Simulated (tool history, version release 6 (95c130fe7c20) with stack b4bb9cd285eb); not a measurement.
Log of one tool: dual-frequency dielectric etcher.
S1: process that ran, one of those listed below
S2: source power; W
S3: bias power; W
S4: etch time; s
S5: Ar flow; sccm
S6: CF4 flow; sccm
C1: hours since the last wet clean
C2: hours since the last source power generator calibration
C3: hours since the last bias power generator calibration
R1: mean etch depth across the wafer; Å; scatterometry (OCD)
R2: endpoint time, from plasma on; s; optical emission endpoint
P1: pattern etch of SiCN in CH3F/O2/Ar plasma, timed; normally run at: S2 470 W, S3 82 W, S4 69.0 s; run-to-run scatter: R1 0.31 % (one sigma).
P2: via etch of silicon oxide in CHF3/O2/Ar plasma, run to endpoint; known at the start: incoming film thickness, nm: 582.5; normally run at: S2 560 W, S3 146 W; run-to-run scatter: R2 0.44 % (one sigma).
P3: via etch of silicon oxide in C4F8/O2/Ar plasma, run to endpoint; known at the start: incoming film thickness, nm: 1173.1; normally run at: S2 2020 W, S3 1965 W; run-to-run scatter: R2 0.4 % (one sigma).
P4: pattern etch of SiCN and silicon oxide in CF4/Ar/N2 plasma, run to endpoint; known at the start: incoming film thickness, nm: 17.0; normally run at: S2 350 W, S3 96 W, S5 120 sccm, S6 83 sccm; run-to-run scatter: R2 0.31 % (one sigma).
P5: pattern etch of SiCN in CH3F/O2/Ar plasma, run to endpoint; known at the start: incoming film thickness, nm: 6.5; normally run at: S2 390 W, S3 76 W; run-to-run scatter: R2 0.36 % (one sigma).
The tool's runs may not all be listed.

run	hour	S1	S2	S3	S4	S5	S6	C1	C2	C3	R1	R2
1	10.8	P1	470	82	69.0			133.3	597.6	253.9	292.41	
2	25.8	P5	390	76				148.3	612.6	268.9		16.945
3	38.2	P1	470	82	69.0			160.7	625.0	281.3	293.08	
4	47.1	P4	350	96		149	83	169.6	633.9	290.2		23.887
5	59.3	P2	430	146				181.8	646.1	302.4		355.180
6	75.1	P4	350	96		120	83	197.6	661.9	318.2		23.133
7	90.7	P1	470	98	69.0			213.2	677.5	333.8	311.58	
8	100.4	P4	350	96		120	83	222.9	687.2	343.5		23.148
9	115.5	P2	560	181				238.0	702.3	358.6		299.330
10	131.4	P1	270	82	69.0			253.9	718.2	374.5	236.97	
11	147.0	P5	390	104				269.5	733.8	390.1		15.048
12	162.0	P3	2020	1965				284.5	748.8	405.1		231.830
13	176.8	P1	620	82	51.5			299.3	763.6	419.9	242.43	
14	187.8	P1	470	82	96.5			310.3	774.6	430.9	409.20	
# hour 200.6: source power generator calibrated
15	202.8	P1	470	82	69.0			325.3	2.2	445.9	292.90	
16	211.7	P4	350	96		120	116	334.2	11.1	454.8		22.056
17	227.6	P5	530	76				350.1	27.0	470.7		14.939
18	243.1	P1	470	55	69.0			365.6	42.5	486.2	253.50	
19	251.5	P3	2020	2574				374.0	50.9	494.6		216.250
20	262.7	P2	560	146				385.2	62.1	505.8		320.920
21	278.9	P1	470	82	38.0			401.4	78.3	522.0	161.10	
22	292.6	P4	350	73		120	83	415.1	92.0	535.7		25.496
23	308.6	P3	2550	1965				431.1	108.0	551.7		212.580
24	322.5	P1	560	82	69.0			445.0	121.9	565.6	312.22	
25	331.1	P4	280	96		120	83	453.6	130.5	574.2		28.041
26	338.4	P1	470	82	69.0			460.9	137.8	581.5	293.29	
27	354.7	P1	470	82	69.0			477.2	154.1	597.8	293.76	
28	363.8	P1	470	82	69.0			486.3	163.2	606.9	293.92	
29	374.1	P1	470	82	69.0			496.6	173.5	617.2	293.43	
30	383.5	P1	470	82	69.0			506.0	182.9	626.6	296.27	
31	395.7	P1	470	82	69.0			518.2	195.1	638.8	295.62	
32	409.8	P1	470	82	69.0			532.3	209.2	652.9	297.07	
33	417.8	P1	470	82	69.0			540.3	217.2	660.9	296.07	
# hour 428.5: wet clean of the chamber
34	430.4	P1	470	82	69.0			1.9	229.8	673.5	296.31	
35	443.5	P1	470	82	69.0			15.0	242.9	686.6	295.97	
36	460.3	P1	470	82	69.0			31.8	259.7	703.4	295.92	
37	473.7	P1	470	82	69.0			45.2	273.1	716.8	297.06	

What P1 gives has crept away from where it was. These 2 causes fit the log equally well, each at the size given:
A: bias power that arrives over what is set, % = 4.34
B: source power that arrives over what is set, % = 4.17
The creep began at about hour 354.7.
Why every other cause is out:
chamber walls in a state that raises the etch rate, %: serviced at hour 428.5, which brought nothing back

4 check runs are offered, each on 2 wafers whose results are averaged, their results left as question marks. Which one tells the causes apart?
check 1	487.1	P3	2020	1965								?
check 2	487.1	P4	350	96		120	83					?
check 3	487.1	P2	560	146								?
check 4	487.1	P5	390	76								?

What each check would give under each cause:
check	result	if A	if B
check 1	R2	229.030	228.070
check 2	R2	22.766	22.310
check 3	R2	318.330	317.690
check 4	R2	16.636	16.635
How far apart the two closest causes lie, in the result that separates them most: check 1 0.42 %; check 2 2.02 %; check 3 0.2 %; check 4 0 %
Only check 2 tells the causes apart: in the others they would give nearly the same result.

Check 2 was then run and gave: R2 22.270 s. Which cause is it?

It is B: source power that arrives over what is set, %.

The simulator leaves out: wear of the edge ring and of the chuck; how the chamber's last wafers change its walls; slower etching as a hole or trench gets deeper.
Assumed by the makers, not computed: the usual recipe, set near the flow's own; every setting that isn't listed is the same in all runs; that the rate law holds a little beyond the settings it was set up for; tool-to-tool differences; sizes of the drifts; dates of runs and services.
